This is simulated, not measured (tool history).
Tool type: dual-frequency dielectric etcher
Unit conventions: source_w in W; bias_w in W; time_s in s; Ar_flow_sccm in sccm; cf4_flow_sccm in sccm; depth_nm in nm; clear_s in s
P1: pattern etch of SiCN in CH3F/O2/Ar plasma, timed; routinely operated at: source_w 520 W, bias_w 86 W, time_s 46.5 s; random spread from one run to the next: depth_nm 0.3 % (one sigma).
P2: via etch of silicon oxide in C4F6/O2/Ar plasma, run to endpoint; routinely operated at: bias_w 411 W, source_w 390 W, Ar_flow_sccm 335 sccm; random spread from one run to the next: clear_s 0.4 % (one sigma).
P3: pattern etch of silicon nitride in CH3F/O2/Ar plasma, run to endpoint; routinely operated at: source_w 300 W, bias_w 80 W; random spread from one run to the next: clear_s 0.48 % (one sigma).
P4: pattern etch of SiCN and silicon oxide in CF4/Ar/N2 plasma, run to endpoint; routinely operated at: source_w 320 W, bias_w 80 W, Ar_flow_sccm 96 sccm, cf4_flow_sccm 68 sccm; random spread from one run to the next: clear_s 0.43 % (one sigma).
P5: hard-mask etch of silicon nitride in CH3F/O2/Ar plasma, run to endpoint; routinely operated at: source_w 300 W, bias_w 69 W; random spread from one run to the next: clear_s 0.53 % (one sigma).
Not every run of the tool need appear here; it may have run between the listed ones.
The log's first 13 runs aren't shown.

| run | hour | process | source_w | bias_w | time_s | Ar_flow_sccm | cf4_flow_sccm | hours since the last wet clean | hours since the last source power generator calibration | hours since the last bias power generator calibration | depth_nm | clear_s |
|---|---|---|---|---|---|---|---|---|---|---|---|---|
| 14 | 48.5 | P1 | 330 | 86 | 64.5 |  |  | 230.4 | 422.8 | 3179.9 | 23.962 |  |
| 15 | 52.9 | P1 | 520 | 68 | 46.5 |  |  | 234.8 | 427.2 | 3184.3 | 18.928 |  |
| 16 | 55.7 | P4 | 320 | 54 |  | 96 | 68 | 237.6 | 430 | 3187.1 |  | 23.39 |
| 17 | 58.4 | P1 | 520 | 86 | 46.5 |  |  | 240.3 | 432.7 | 3189.8 | 20.435 |  |
| 18 | 61.1 | P1 | 520 | 118 | 46.5 |  |  | 243 | 435.4 | 3192.5 | 22.866 |  |
| 19 | 65.4 | P1 | 520 | 55 | 58.5 |  |  | 247.3 | 439.7 | 3196.8 | 22.134 |  |
| 20 | 69.1 | P4 | 320 | 80 |  | 96 | 68 | 251 | 443.4 | 3200.5 |  | 20.424 |
| 21 | 71.5 | P5 | 300 | 69 |  |  |  | 253.4 | 445.8 | 3202.9 |  | 68.398 |
| 22 | 74.9 | P1 | 520 | 86 | 29 |  |  | 256.8 | 449.2 | 3206.3 | 12.836 |  |
| 23 | 78.6 | P1 | 340 | 86 | 46.5 |  |  | 260.5 | 452.9 | 3210 | 17.555 |  |

What will run 24 give?
| 24 | 83.4 | P5 | 300 | 97 |  |  |  | 265.3 | 457.7 | 3214.8 |  | ? |

{"run 24": {"clear_s": 59.598}}

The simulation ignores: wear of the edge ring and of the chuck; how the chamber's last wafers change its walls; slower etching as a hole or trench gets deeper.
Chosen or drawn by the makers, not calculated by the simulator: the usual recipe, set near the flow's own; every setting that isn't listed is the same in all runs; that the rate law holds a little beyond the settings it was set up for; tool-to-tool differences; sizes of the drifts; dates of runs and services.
